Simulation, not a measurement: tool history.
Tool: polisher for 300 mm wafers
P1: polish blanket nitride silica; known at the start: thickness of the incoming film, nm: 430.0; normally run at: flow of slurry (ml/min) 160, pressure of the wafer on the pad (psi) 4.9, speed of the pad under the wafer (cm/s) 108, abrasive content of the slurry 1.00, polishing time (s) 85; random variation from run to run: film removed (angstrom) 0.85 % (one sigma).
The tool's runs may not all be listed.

run	hour	flow of slurry (ml/min)	pressure of the wafer on the pad (psi)	speed of the pad under the wafer (cm/s)	abrasive content of the slurry	polishing time (s)	film removed (angstrom)
1	8.7	160	4.9	108	1.00	85	661.99
2	16.6	245	4.9	108	1.00	85	707.73
3	24.9	160	4.9	108	1.00	85	672.74
4	37.7	160	4.9	144	1.00	85	841.02
# hour 44.8: conditioning disc replaced and pad reconditioned
5	47.2	160	4.9	108	1.00	133	1032.50
6	57.9	160	3.8	108	1.00	127	763.97
7	66.8	160	4.9	108	1.00	85	664.79
8	76.5	160	4.9	108	1.00	85	658.89
9	87.4	160	4.9	50	1.00	85	357.15
10	94.2	160	4.9	108	1.00	38	298.18
11	105.6	160	4.9	108	1.00	85	661.38
12	112.9	160	7.2	108	1.00	85	972.15
13	120.3	160	4.9	108	1.45	85	768.78
# hour 125.0: head pressure recalibrated
14	129.7	160	4.9	108	0.60	85	506.74
15	141.7	95	4.9	108	1.00	85	589.72
16	151.8	160	2.2	108	1.00	85	299.82
17	161.2	160	4.9	108	1.00	85	657.69
18	171.9	160	4.9	108	1.00	85	641.85
19	185.1	160	4.9	108	1.00	85	612.02
20	191.8	160	4.9	108	1.00	85	609.05
21	198.4	160	4.9	108	1.00	85	608.13
# hour 202.7: slurry nozzle cleaned
# hour 207.0: worn pad replaced by a new one
22	208.7	160	4.9	108	1.00	85	601.59
# hour 213.0: conditioning disc replaced and pad reconditioned
23	215.7	160	4.9	108	1.00	85	594.34
24	227.1	160	4.9	108	1.00	85	598.53
25	235.6	160	4.9	108	1.00	85	598.85
26	243.2	160	4.9	108	1.00	85	584.95
27	250.7	160	4.9	108	1.00	85	592.27

What P1 gives has crept away from where it was. These 2 causes fit the log equally well, each at the size given:
A: abrasive missing from the slurry, % = 20.3
B: head's pressure below its setpoint, % = 10.4
The creep began at about hour 161.2.
Why every other cause is out:
removal rate lost through wear of the pad, %: serviced at hour 207.0, which brought nothing back
slurry flow missing at the pad, %: serviced at hour 202.7, which brought nothing back
time polished since the conditioner stopped cutting, s: serviced at hour 213.0, which brought nothing back

4 check runs are offered, each on 5 wafers whose results are averaged, their results left as question marks. Which one tells the causes apart?
check 1	258.2	95	4.9	56	1.00	85	?
check 2	258.2	160	2.5	108	1.00	85	?
check 3	258.2	110	4.9	108	0.60	85	?
check 4	258.2	215	6.4	108	1.00	85	?

What each check would give under each cause:
check	result	if A	if B
check 1	film removed (angstrom)	314.92	314.84
check 2	film removed (angstrom)	302.63	302.55
check 3	film removed (angstrom)	411.60	423.41
check 4	film removed (angstrom)	807.68	807.47
How far apart the two closest causes lie, in the result that separates them most: check 1 0.03 %; check 2 0.03 %; check 3 2.83 %; check 4 0.03 %
Only check 3 tells the causes apart: in the others they would give nearly the same result.

Then check 3 was run and gave: film removed (angstrom) 411.42. Which cause is it?

It is A: abrasive missing from the slurry, %.

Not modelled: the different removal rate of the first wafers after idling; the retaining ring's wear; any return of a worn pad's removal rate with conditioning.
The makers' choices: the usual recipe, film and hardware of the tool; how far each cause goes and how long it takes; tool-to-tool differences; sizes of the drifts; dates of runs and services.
